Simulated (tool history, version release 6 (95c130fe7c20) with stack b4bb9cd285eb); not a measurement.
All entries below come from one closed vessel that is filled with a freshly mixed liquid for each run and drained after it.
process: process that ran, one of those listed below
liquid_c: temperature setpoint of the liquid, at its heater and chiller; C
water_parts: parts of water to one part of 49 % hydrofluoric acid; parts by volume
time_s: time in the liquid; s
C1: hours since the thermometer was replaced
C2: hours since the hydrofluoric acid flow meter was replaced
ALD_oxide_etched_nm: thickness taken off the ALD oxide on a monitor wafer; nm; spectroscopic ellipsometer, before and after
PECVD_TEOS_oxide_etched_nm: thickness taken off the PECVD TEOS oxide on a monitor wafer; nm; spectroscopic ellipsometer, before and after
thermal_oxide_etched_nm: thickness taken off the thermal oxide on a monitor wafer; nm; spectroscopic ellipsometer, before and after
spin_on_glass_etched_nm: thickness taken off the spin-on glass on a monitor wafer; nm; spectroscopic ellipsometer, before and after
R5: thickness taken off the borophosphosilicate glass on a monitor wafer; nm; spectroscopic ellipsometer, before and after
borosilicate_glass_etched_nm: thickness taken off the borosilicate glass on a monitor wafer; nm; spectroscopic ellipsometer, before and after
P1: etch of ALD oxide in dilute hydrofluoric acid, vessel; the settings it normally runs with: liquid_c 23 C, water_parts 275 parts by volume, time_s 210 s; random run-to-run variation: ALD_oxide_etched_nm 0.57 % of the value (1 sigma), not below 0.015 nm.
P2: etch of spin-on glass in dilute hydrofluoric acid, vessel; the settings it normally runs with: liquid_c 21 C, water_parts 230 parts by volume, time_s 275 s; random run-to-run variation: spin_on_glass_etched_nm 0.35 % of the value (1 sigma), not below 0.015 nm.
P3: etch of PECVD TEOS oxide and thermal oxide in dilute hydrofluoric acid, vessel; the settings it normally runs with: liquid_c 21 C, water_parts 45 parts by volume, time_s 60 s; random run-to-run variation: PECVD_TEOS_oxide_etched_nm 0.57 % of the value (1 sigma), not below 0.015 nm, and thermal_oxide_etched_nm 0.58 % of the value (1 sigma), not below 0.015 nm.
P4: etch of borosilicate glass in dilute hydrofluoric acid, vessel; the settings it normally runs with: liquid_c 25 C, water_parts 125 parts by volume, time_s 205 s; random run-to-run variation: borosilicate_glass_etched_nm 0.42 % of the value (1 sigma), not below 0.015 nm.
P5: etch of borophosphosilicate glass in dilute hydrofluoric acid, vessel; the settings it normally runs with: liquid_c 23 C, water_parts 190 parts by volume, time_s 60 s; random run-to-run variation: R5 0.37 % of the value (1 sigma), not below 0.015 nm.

run 1 day=0.292 | process=P1 liquid_c=23 water_parts=275 time_s=210 | C1=560 C2=655.8 | ALD_oxide_etched_nm=15.704
run 2 day=0.542 | process=P1 liquid_c=23 water_parts=440 time_s=320 | C1=566 C2=661.8 | ALD_oxide_etched_nm=12.908
run 3 day=0.758 | process=P3 liquid_c=17 water_parts=45 time_s=60 | C1=571.2 C2=667 | PECVD_TEOS_oxide_etched_nm=13.81 thermal_oxide_etched_nm=5.0279
run 4 day=1.05 | process=P2 liquid_c=21 water_parts=230 time_s=275 | C1=578.2 C2=674 | spin_on_glass_etched_nm=49.042
run 5 day=1.258 | process=P1 liquid_c=23 water_parts=450 time_s=290 | C1=583.2 C2=679 | ALD_oxide_etched_nm=11.335
run 6 day=1.429 | process=P1 liquid_c=17 water_parts=275 time_s=210 | C1=587.3 C2=683.1 | ALD_oxide_etched_nm=12.694
run 7 day=1.612 | process=P5 liquid_c=30 water_parts=190 time_s=60 | C1=591.7 C2=687.5 | R5=20.06
run 8 day=1.917 | process=P5 liquid_c=23 water_parts=190 time_s=95 | C1=599 C2=694.8 | R5=24.471
run 9 day=2.125 | process=P2 liquid_c=21 water_parts=230 time_s=30 | C1=604 C2=699.8 | spin_on_glass_etched_nm=5.3194
run 10 day=2.362 | process=P1 liquid_c=23 water_parts=420 time_s=210 | C1=609.7 C2=705.5 | ALD_oxide_etched_nm=9.0483
run 11 day=2.583 | process=P1 liquid_c=23 water_parts=275 time_s=210 | C1=615 C2=710.8 | ALD_oxide_etched_nm=15.696
run 12 day=2.812 | process=P1 liquid_c=23 water_parts=275 time_s=210 | C1=620.5 C2=716.3 | ALD_oxide_etched_nm=15.642
run 13 day=3.021 | process=P4 liquid_c=25 water_parts=125 time_s=30 | C1=625.5 C2=721.3 | borosilicate_glass_etched_nm=7.5713
run 14 day=3.154 | process=P2 liquid_c=21 water_parts=230 time_s=275 | C1=628.7 C2=724.5 | spin_on_glass_etched_nm=48.832
run 15 day=3.321 | process=P1 liquid_c=23 water_parts=275 time_s=210 | C1=632.7 C2=728.5 | ALD_oxide_etched_nm=15.769
run 16 day=3.5 | process=P1 liquid_c=23 water_parts=120 time_s=210 | C1=637 C2=732.8 | ALD_oxide_etched_nm=42.704
run 17 day=3.646 | process=P1 liquid_c=19 water_parts=110 time_s=210 | C1=640.5 C2=736.3 | ALD_oxide_etched_nm=40.214
run 18 day=3.825 | process=P3 liquid_c=21 water_parts=45 time_s=30 | C1=644.8 C2=740.6 | PECVD_TEOS_oxide_etched_nm=8.2172 thermal_oxide_etched_nm=2.9783
run 19 day=4.038 | process=P3 liquid_c=21 water_parts=70 time_s=60 | C1=649.9 C2=745.7 | PECVD_TEOS_oxide_etched_nm=10.247 thermal_oxide_etched_nm=3.729
run 20 day=4.283 | process=P1 liquid_c=23 water_parts=275 time_s=85 | C1=655.8 C2=751.6 | ALD_oxide_etched_nm=6.3962
run 21 day=4.508 | process=P1 liquid_c=23 water_parts=275 time_s=305 | C1=661.2 C2=757 | ALD_oxide_etched_nm=22.96
run 22 day=4.654 | process=P3 liquid_c=21 water_parts=45 time_s=60 | C1=664.7 C2=760.5 | PECVD_TEOS_oxide_etched_nm=16.513 thermal_oxide_etched_nm=6.0022
run 23 day=4.925 | process=P5 liquid_c=23 water_parts=190 time_s=60 | C1=671.2 C2=767 | R5=15.595
run 24 day=5.125 | process=P4 liquid_c=25 water_parts=205 time_s=205 | C1=676 C2=771.8 | borosilicate_glass_etched_nm=29.122
run 25 day=5.408 | process=P2 liquid_c=21 water_parts=330 time_s=275 | C1=682.8 C2=778.6 | spin_on_glass_etched_nm=30.975
run 26 day=5.604 | process=P4 liquid_c=25 water_parts=125 time_s=205 | C1=687.5 C2=783.3 | borosilicate_glass_etched_nm=52.42
run 27 day=5.783 | process=P2 liquid_c=17 water_parts=230 time_s=275 | C1=691.8 C2=787.6 | spin_on_glass_etched_nm=41.947
run 28 day=6.021 | process=P1 liquid_c=28.5 water_parts=275 time_s=210 | C1=697.5 C2=793.3 | ALD_oxide_etched_nm=19.085
run 29 day=6.208 | process=P5 liquid_c=23 water_parts=310 time_s=60 | C1=702 C2=797.8 | R5=8.4256
run 30 day=6.375 | process=P4 liquid_c=32.5 water_parts=125 time_s=205 | C1=706 C2=801.8 | borosilicate_glass_etched_nm=69.076
run 31 day=6.542 | process=P1 liquid_c=23 water_parts=275 time_s=210 | C1=710 C2=805.8 | ALD_oxide_etched_nm=15.813
run 32 day=6.696 | process=P1 liquid_c=23 water_parts=275 time_s=210 | C1=713.7 C2=809.5 | ALD_oxide_etched_nm=15.315
run 33 day=7.004 | process=P1 liquid_c=23 water_parts=275 time_s=210 | C1=721.1 C2=816.9 | ALD_oxide_etched_nm=14.87
run 34 day=7.258 | process=P1 liquid_c=23 water_parts=275 time_s=210 | C1=727.2 C2=823 | ALD_oxide_etched_nm=14.685
run 35 day=7.542 | process=P1 liquid_c=23 water_parts=275 time_s=210 | C1=734 C2=829.8 | ALD_oxide_etched_nm=14.6
run 36 day=7.758 | process=P1 liquid_c=23 water_parts=275 time_s=210 | C1=739.2 C2=835 | ALD_oxide_etched_nm=14.53
run 37 day=8.033 | process=P1 liquid_c=23 water_parts=275 time_s=210 | C1=745.8 C2=841.6 | ALD_oxide_etched_nm=14.597

The output of P1 has drifted from where it used to be. Each of the 2 causes below, taken at the size shown beside it, accounts for the log equally well:
A: hydrofluoric acid flow below the setpoint (%) = 5.97
B: liquid colder than its thermometer reads (K) = 2.17
The drift started at roughly day 6.542.

Below are 4 check runs, each averaged over 2 wafers, with their results shown as question marks. Which of them would give clearly different results depending on which cause is behind the drift?
run check 1 day=8.308 | process=P3 liquid_c=17 water_parts=45 time_s=60 | PECVD_TEOS_oxide_etched_nm=? thermal_oxide_etched_nm=?
run check 2 day=8.308 | process=P5 liquid_c=23 water_parts=295 time_s=60 | R5=?
run check 3 day=8.308 | process=P4 liquid_c=32 water_parts=125 time_s=30 | borosilicate_glass_etched_nm=?
run check 4 day=8.308 | process=P2 liquid_c=21 water_parts=305 time_s=30 | spin_on_glass_etched_nm=?

How each check would come out, cause by cause:
check=check_1 result=PECVD_TEOS_oxide_etched_nm if_A=12.999 if_B=12.607
check=check_1 result=thermal_oxide_etched_nm if_A=4.7352 if_B=4.5922
check=check_2 result=R5 if_A=8.3331 if_B=8.3477
check=check_3 result=borosilicate_glass_etched_nm if_A=9.2377 if_B=9.1814
check=check_4 result=spin_on_glass_etched_nm if_A=3.4648 if_B=3.4644
Gap, in per cent, between the two causes that each check separates least, read from the result that separates them most: check 1 3.07 %; check 2 0.17 %; check 3 0.61 %; check 4 0.01 %
Check 1 distinguishes between the causes, while the remaining checks would return nearly the same result for all of them.

With check 1 done, the readings were: PECVD_TEOS_oxide_etched_nm 13.043 nm; thermal_oxide_etched_nm 4.7141 nm. Identify which of the listed causes applies.

Of the candidate causes, it is A: hydrofluoric acid flow below the setpoint (%).
